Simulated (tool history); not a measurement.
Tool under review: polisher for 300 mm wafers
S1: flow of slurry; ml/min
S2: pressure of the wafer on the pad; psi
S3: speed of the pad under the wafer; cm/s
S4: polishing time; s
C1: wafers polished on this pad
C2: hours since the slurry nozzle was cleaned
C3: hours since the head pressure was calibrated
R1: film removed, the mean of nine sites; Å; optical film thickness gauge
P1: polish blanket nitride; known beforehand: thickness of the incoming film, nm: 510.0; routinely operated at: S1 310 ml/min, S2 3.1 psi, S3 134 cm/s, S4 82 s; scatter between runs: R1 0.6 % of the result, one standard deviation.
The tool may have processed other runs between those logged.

run 1 hour=2.5 | S1=310 S2=3.1 S3=134 S4=82 | C1=1126 C2=313.6 C3=428.2 | R1=1431.3
run 2 hour=5.8 | S1=310 S2=3.1 S3=134 S4=82 | C1=1152 C2=316.9 C3=431.5 | R1=1424
run 3 hour=10.3 | S1=310 S2=1.9 S3=198 S4=82 | C1=1188 C2=321.4 C3=436 | R1=1186.7
run 4 hour=15.1 | S1=310 S2=3.1 S3=134 S4=37 | C1=1225 C2=326.2 C3=440.8 | R1=633.57
run 5 hour=18.2 | S1=185 S2=2.1 S3=134 S4=82 | C1=1249 C2=329.3 C3=443.9 | R1=902.52
run 6 hour=22.5 | S1=310 S2=1.4 S3=134 S4=82 | C1=1283 C2=333.6 C3=448.2 | R1=646.18
run 7 hour=25.8 | S1=310 S2=3.1 S3=100 S4=82 | C1=1309 C2=336.9 C3=451.5 | R1=1127.7
run 8 hour=29.8 | S1=310 S2=3.1 S3=134 S4=82 | C1=1340 C2=340.9 C3=455.5 | R1=1411.4
run 9 hour=34.3 | S1=310 S2=3.1 S3=134 S4=107 | C1=1375 C2=345.4 C3=460 | R1=1843.6
run 10 hour=39.2 | S1=310 S2=3.1 S3=192 S4=82 | C1=1414 C2=350.3 C3=464.9 | R1=1897.2
run 11 hour=42.1 | S1=445 S2=3.1 S3=134 S4=82 | C1=1437 C2=353.2 C3=467.8 | R1=1448.9
run 12 hour=46 | S1=310 S2=3.1 S3=134 S4=82 | C1=1467 C2=357.1 C3=471.7 | R1=1422.6
run 13 hour=48.8 | S1=480 S2=3.1 S3=164 S4=82 | C1=1489 C2=359.9 C3=474.5 | R1=1699.2
run 14 hour=51.1 | S1=310 S2=3.1 S3=134 S4=82 | C1=1507 C2=362.2 C3=476.8 | R1=1420.2
run 15 hour=54.5 | S1=310 S2=3.1 S3=134 S4=82 | C1=1534 C2=365.6 C3=480.2 | R1=1407.9
run 16 hour=58.1 | S1=310 S2=4.2 S3=134 S4=82 | C1=1562 C2=369.2 C3=483.8 | R1=1920.1
run 17 hour=60.2 | S1=185 S2=3.1 S3=134 S4=82 | C1=1578 C2=371.3 C3=485.9 | R1=1342.2
run 18 hour=62.9 | S1=310 S2=3.1 S3=134 S4=82 | C1=1599 C2=374 C3=488.6 | R1=1420.1
run 19 hour=65.4 | S1=310 S2=3.1 S3=134 S4=82 | C1=1619 C2=376.5 C3=491.1 | R1=1409.9
run 20 hour=69.5 | S1=310 S2=3.1 S3=134 S4=82 | C1=1651 C2=380.6 C3=495.2 | R1=1397.1
run 21 hour=72.4 | S1=310 S2=3.1 S3=134 S4=82 | C1=1674 C2=383.5 C3=498.1 | R1=1372.5
run 22 hour=75.3 | S1=310 S2=3.1 S3=134 S4=82 | C1=1696 C2=386.4 C3=501 | R1=1380.6
run 23 hour=78.9 | S1=310 S2=3.1 S3=134 S4=82 | C1=1725 C2=390 C3=504.6 | R1=1358.7
run 24 hour=82.4 | S1=310 S2=3.1 S3=134 S4=82 | C1=1752 C2=393.5 C3=508.1 | R1=1375.9
-- hour=84.8 head pressure recalibrated
run 25 hour=84.9 | S1=310 S2=3.1 S3=134 S4=82 | C1=1772 C2=396 C3=0.1 | R1=1366.7
run 26 hour=88.4 | S1=310 S2=3.1 S3=134 S4=82 | C1=1799 C2=399.5 C3=3.6 | R1=1359.2
run 27 hour=93 | S1=310 S2=3.1 S3=134 S4=82 | C1=1835 C2=404.1 C3=8.2 | R1=1354.8

What P1 gives has crept off from where it sat before. The 2 causes that follow fit the log equally well, each at the size noted:
A: removal rate lost through wear of the pad, % = 4.3
B: slurry flow missing at the pad, % = 33.8
The drift started at roughly hour 62.9.
Ruled out, with reasons:
head's pressure below its setpoint, %: serviced at hour 84.8, which brought nothing back

Consider the 4 check runs below, whose results appear as question marks and each of which averages 3 wafers. Which one distinguishes the causes, in that each cause would give it a clearly different result?
run check 1 hour=97.6 | S1=310 S2=1.6 S3=134 S4=82 | R1=?
run check 2 hour=97.6 | S1=185 S2=3.1 S3=134 S4=82 | R1=?
run check 3 hour=97.6 | S1=310 S2=3.1 S3=134 S4=64 | R1=?
run check 4 hour=97.6 | S1=310 S2=1.9 S3=134 S4=57 | R1=?

If the cause were each of the candidates in turn, the checks would give the following:
check=check_1 result=R1 if_A=702.03 if_B=702.04
check=check_2 result=R1 if_A=1283.6 if_B=1248.9
check=check_3 result=R1 if_A=1061.6 if_B=1061.6
check=check_4 result=R1 if_A=579.49 if_B=579.51
Per check, the gap between the least separated pair of causes, taken in the result that splits them most: check 1 0 %; check 2 2.74 %; check 3 0 %; check 4 0 %
Check 2 tells the causes apart: in the others they would give nearly the same result.

Running check 2 produced the following: R1 1245 Å. Which one of the listed causes fits?

Of the candidate causes, it is B: slurry flow missing at the pad, %.

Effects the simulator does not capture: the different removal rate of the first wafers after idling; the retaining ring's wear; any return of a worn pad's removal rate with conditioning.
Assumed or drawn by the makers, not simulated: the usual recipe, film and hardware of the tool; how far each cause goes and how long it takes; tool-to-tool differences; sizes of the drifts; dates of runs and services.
